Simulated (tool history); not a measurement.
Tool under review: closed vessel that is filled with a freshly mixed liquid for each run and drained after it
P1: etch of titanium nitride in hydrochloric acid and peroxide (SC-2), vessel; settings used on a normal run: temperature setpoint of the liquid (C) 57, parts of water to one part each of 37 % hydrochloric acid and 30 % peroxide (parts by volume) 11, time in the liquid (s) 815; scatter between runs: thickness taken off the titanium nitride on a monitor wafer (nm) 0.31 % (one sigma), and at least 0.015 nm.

| run | day | temperature setpoint of the liquid (C) | parts of water to one part each of 37 % hydrochloric acid and 30 % peroxide (parts by volume) | time in the liquid (s) | hours since the thermometer was replaced | hours since the chemicals flow meter was replaced | hours since the drum of peroxide was connected | thickness taken off the titanium nitride on a monitor wafer (nm) |
|---|---|---|---|---|---|---|---|---|
| 1 | 0.467 | 57 | 11 | 815 | 916.3 | 1804.4 | 246.4 | 16.695 |
| 2 | 0.854 | 57 | 11 | 1390 | 925.6 | 1813.7 | 255.7 | 28.285 |
| 3 | 1.383 | 57 | 11 | 815 | 938.3 | 1826.4 | 268.4 | 16.534 |
| 4 | 1.721 | 43.5 | 11 | 815 | 946.4 | 1834.5 | 276.5 | 6.732 |
| 5 | 2.329 | 65 | 11 | 1210 | 961 | 1849.1 | 291.1 | 40.604 |
| 6 | 2.767 | 72 | 11 | 815 | 971.5 | 1859.6 | 301.6 | 41.34 |
| 7 | 3.35 | 57 | 11 | 230 | 985.5 | 1873.6 | 315.6 | 4.7144 |
| 8 | 3.804 | 57 | 17 | 815 | 996.4 | 1884.5 | 326.5 | 11.412 |
| 9 | 4.425 | 57 | 11 | 815 | 1011.3 | 1899.4 | 341.4 | 16.559 |
| 10 | 4.912 | 57 | 11 | 815 | 1023 | 1911.1 | 353.1 | 16.548 |
| 11 | 5.246 | 57 | 11 | 815 | 1031 | 1919.1 | 361.1 | 16.574 |
| 12 | 5.725 | 57 | 11 | 815 | 1042.5 | 1930.6 | 372.6 | 16.685 |
| 13 | 6.033 | 57 | 4 | 815 | 1049.9 | 1938 | 380 | 35.872 |
| 14 | 6.417 | 57 | 15 | 1280 | 1059.1 | 1947.2 | 389.2 | 20.035 |
| 15 | 7 | 57 | 11 | 815 | 1073.1 | 1961.2 | 403.2 | 16.627 |
| 16 | 7.3 | 57 | 11 | 815 | 1080.3 | 1968.4 | 410.4 | 16.604 |
| 17 | 7.692 | 57 | 11 | 815 | 1089.7 | 1977.8 | 419.8 | 16.128 |
| 18 | 8.371 | 57 | 11 | 815 | 1106 | 1994.1 | 436.1 | 15.596 |

What will run 19 give?
| 19 | 8.95 | 57 | 11 | 815 | 1119.9 | 2008 | 450 | ? |

Run 19 produced thickness taken off the titanium nitride on a monitor wafer (nm) 15.274.

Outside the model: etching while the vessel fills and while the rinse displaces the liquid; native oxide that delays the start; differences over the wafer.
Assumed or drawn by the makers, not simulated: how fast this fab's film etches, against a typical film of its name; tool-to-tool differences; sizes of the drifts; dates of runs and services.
